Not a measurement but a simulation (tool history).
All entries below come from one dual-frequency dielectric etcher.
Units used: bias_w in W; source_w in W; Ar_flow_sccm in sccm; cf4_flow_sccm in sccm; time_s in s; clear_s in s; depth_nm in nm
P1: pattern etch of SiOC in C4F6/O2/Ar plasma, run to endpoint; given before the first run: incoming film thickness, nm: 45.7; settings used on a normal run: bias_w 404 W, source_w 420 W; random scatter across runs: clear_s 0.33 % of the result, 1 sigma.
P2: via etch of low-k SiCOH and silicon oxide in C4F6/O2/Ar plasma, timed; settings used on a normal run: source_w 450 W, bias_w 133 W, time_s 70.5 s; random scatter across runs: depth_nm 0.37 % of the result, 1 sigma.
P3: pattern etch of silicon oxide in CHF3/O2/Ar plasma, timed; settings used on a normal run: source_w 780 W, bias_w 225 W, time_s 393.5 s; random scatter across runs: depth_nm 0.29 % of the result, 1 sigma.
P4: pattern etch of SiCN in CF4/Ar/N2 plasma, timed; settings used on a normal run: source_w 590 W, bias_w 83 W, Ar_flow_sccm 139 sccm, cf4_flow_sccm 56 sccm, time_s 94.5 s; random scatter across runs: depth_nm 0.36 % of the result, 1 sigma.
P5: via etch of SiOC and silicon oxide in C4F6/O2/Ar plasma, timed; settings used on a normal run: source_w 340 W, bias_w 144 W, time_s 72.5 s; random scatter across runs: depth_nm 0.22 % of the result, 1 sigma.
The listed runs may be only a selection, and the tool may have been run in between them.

| run | day | process | bias_w | source_w | Ar_flow_sccm | cf4_flow_sccm | time_s | hours since the last wet clean | hours since the last bias power generator calibration | hours since the last source power generator calibration | clear_s | depth_nm |
|---|---|---|---|---|---|---|---|---|---|---|---|---|
| 1 | 0.158 | P1 | 404 | 420 |  |  |  | 168.5 | 2732.8 | 2538.0 | 15.725 |  |
| 2 | 0.371 | P1 | 559 | 420 |  |  |  | 173.6 | 2737.9 | 2543.1 | 14.043 |  |
| 3 | 0.692 | P4 | 83 | 590 | 139 | 56 | 67.5 | 181.3 | 2745.6 | 2550.8 |  | 69.666 |
| 4 | 1.008 | P3 | 225 | 540 |  |  | 393.5 | 188.9 | 2753.2 | 2558.4 |  | 794.660 |
| 5 | 1.196 | P5 | 144 | 340 |  |  | 72.5 | 193.4 | 2757.7 | 2562.9 |  | 71.754 |
| 6 | 1.496 | P5 | 144 | 230 |  |  | 72.5 | 200.6 | 2764.9 | 2570.1 |  | 61.487 |
| 7 | 1.762 | P1 | 404 | 420 |  |  |  | 207.0 | 2771.3 | 2576.5 | 15.666 |  |
| 8 | 1.979 | P1 | 404 | 420 |  |  |  | 212.2 | 2776.5 | 2581.7 | 15.843 |  |
| 9 | 2.192 | P3 | 225 | 780 |  |  | 393.5 | 217.3 | 2781.6 | 2586.8 |  | 915.180 |
| 10 | 2.354 | P4 | 83 | 370 | 139 | 56 | 94.5 | 221.2 | 2785.5 | 2590.7 |  | 65.128 |
| 11 | 2.638 | P3 | 225 | 780 |  |  | 393.5 | 228.0 | 2792.3 | 2597.5 |  | 913.720 |
| 12 | 2.779 | P1 | 521 | 350 |  |  |  | 231.4 | 2795.7 | 2600.9 | 15.423 |  |
| 13 | 3.054 | P5 | 144 | 340 |  |  | 72.5 | 238.0 | 2802.3 | 2607.5 |  | 71.763 |
| 14 | 3.317 | P1 | 404 | 420 |  |  |  | 244.3 | 2808.6 | 2613.8 | 15.828 |  |
| 15 | 3.567 | P1 | 404 | 570 |  |  |  | 250.3 | 2814.6 | 2619.8 | 14.101 |  |
| 16 | 3.821 | P4 | 83 | 590 | 139 | 74 | 94.5 | 256.4 | 2820.7 | 2625.9 |  | 101.390 |
| 17 | 3.979 | P4 | 83 | 590 | 139 | 56 | 94.5 | 260.2 | 2824.5 | 2629.7 |  | 96.498 |
| 18 | 4.300 | P4 | 83 | 590 | 185 | 56 | 94.5 | 267.9 | 2832.2 | 2637.4 |  | 92.528 |
| 19 | 4.446 | P2 | 133 | 620 |  |  | 70.5 | 271.4 | 2835.7 | 2640.9 |  | 220.500 |
| 20 | 4.683 | P2 | 133 | 450 |  |  | 70.5 | 277.1 | 2841.4 | 2646.6 |  | 194.570 |
| 21 | 4.967 | P4 | 56 | 590 | 139 | 56 | 94.5 | 283.9 | 2848.2 | 2653.4 |  | 84.071 |
| 22 | 5.279 | P3 | 145 | 780 |  |  | 393.5 | 291.4 | 2855.7 | 2660.9 |  | 792.110 |
| 23 | 5.562 | P2 | 133 | 450 |  |  | 39.0 | 298.2 | 2862.5 | 2667.7 |  | 107.760 |
| 24 | 5.767 | P1 | 404 | 250 |  |  |  | 303.1 | 2867.4 | 2672.6 | 19.196 |  |
| 25 | 5.917 | P4 | 83 | 590 | 139 | 56 | 94.5 | 306.7 | 2871.0 | 2676.2 |  | 97.930 |
| 26 | 6.179 | P3 | 225 | 780 |  |  | 224.5 | 313.0 | 2877.3 | 2682.5 |  | 521.350 |
| 27 | 6.446 | P1 | 404 | 420 |  |  |  | 319.4 | 2883.7 | 2688.9 | 15.805 |  |
| 28 | 6.650 | P5 | 204 | 340 |  |  | 72.5 | 324.3 | 2888.6 | 2693.8 |  | 80.464 |
| 29 | 6.862 | P1 | 272 | 420 |  |  |  | 329.4 | 2893.7 | 2698.9 | 18.042 |  |
| 30 | 7.079 | P5 | 144 | 340 |  |  | 103.0 | 334.6 | 2898.9 | 2704.1 |  | 101.720 |
| 31 | 7.254 | P2 | 164 | 450 |  |  | 70.5 | 338.8 | 2903.1 | 2708.3 |  | 205.710 |
| 32 | 7.554 | P1 | 404 | 420 |  |  |  | 346.0 | 2910.3 | 2715.5 | 15.805 |  |
| 33 | 7.767 | P1 | 404 | 420 |  |  |  | 351.1 | 2915.4 | 2720.6 | 15.826 |  |

Run 34 has not been measured yet. What should we expect?
| 34 | 7.921 | P1 | 404 | 420 |  |  |  | 354.8 | 2919.1 | 2724.3 | ? |  |

clear_s: 15.926 s

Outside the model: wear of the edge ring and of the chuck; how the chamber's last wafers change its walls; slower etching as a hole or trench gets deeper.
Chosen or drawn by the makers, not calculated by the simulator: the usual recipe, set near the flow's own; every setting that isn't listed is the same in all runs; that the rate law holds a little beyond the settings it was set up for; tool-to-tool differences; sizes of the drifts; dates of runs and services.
